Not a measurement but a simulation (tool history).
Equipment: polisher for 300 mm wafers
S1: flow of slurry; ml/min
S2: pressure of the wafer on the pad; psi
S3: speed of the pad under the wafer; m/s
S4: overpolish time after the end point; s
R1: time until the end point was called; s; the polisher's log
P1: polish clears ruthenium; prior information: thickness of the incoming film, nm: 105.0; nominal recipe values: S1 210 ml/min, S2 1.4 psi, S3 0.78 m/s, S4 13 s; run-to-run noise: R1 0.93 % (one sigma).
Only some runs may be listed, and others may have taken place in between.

run,hour,S1,S2,S3,S4,R1
1,7.5,210,1.4,0.78,13,204.89
2,20.7,210,1.4,0.78,13,205.86
3,35,210,1.4,1.04,13,155.96
4,45.6,210,1.4,1.02,19,156.39
5,59.6,210,1.4,0.78,13,200.08
6,66.9,210,1.4,0.78,13,204.91
7,76.3,125,1.4,0.78,13,223.53
8,83.5,210,0.8,0.78,13,363.37
9,92,305,1.4,0.78,13,195.62
10,104,210,1.4,0.78,26,203.35
11,111.6,210,2.2,0.78,13,128.09
12,121.3,125,1.4,0.58,13,296.98
13,135.1,210,1.4,0.78,13,204.3
14,142.9,210,1.4,0.78,13,205.4
# hour 151.3: head pressure recalibrated
15,153.6,210,1.4,0.78,4,205.76
16,160.4,210,1.4,0.48,13,334.59
17,169.3,125,2.1,0.78,13,147.88
18,180.2,210,1.4,0.78,13,208.25
19,192.9,210,1.4,0.78,13,210.52
20,205.2,210,1.4,0.78,13,212.49
21,217.4,210,1.4,0.78,13,214.88
22,224.8,210,1.4,0.78,13,214.8
# hour 225.1: head pressure recalibrated
23,233.1,210,1.4,0.78,13,216.35
24,241.4,210,1.4,0.78,13,216.63
25,252.1,210,1.4,0.78,13,215.36
26,266.5,210,1.4,0.78,13,215.68
27,279.3,210,1.4,0.78,13,217
28,291.4,210,1.4,0.78,13,219.09
29,302.2,210,1.4,0.78,13,223.14

The output of P1 has drifted from where it used to be. Each of the 2 causes below, taken at the size shown beside it, accounts for the log equally well:
A: removal rate lost through wear of the pad, % = 6.62
B: slurry flow missing at the pad, % = 35.7
The gradual shift began around hour 180.2.
All other causes, with the reason each is excluded:
head's pressure below its setpoint, %: maintenance at hour 225.1, after the shift began, did not return the process to its former output

The 4 check runs listed below each average the results of 5 wafers, and their outcomes are marked with question marks. Under which run would the listed causes produce clearly different results?
check 1,313,210,2.1,0.78,25,?
check 2,313,210,0.9,0.78,4,?
check 3,313,125,1.4,0.96,13,?
check 4,313,210,2.1,0.78,13,?

Predicted outcomes, by check and by cause:
check,result,if A,if B
check 1,R1,146.5,146.48
check 2,R1,341.83,341.78
check 3,R1,194.08,201.25
check 4,R1,146.5,146.48
Per-check spread between the two closest causes, in the result where they differ most: check 1 0.01 %; check 2 0.01 %; check 3 3.63 %; check 4 0.01 %
Of the check runs offered, only check 3 discriminates between the causes; the rest would read about the same regardless of which cause applies.

Then check 3 was run and gave: R1 201.5 s. Which cause is it?

Of the candidate causes, it is B: slurry flow missing at the pad, %.
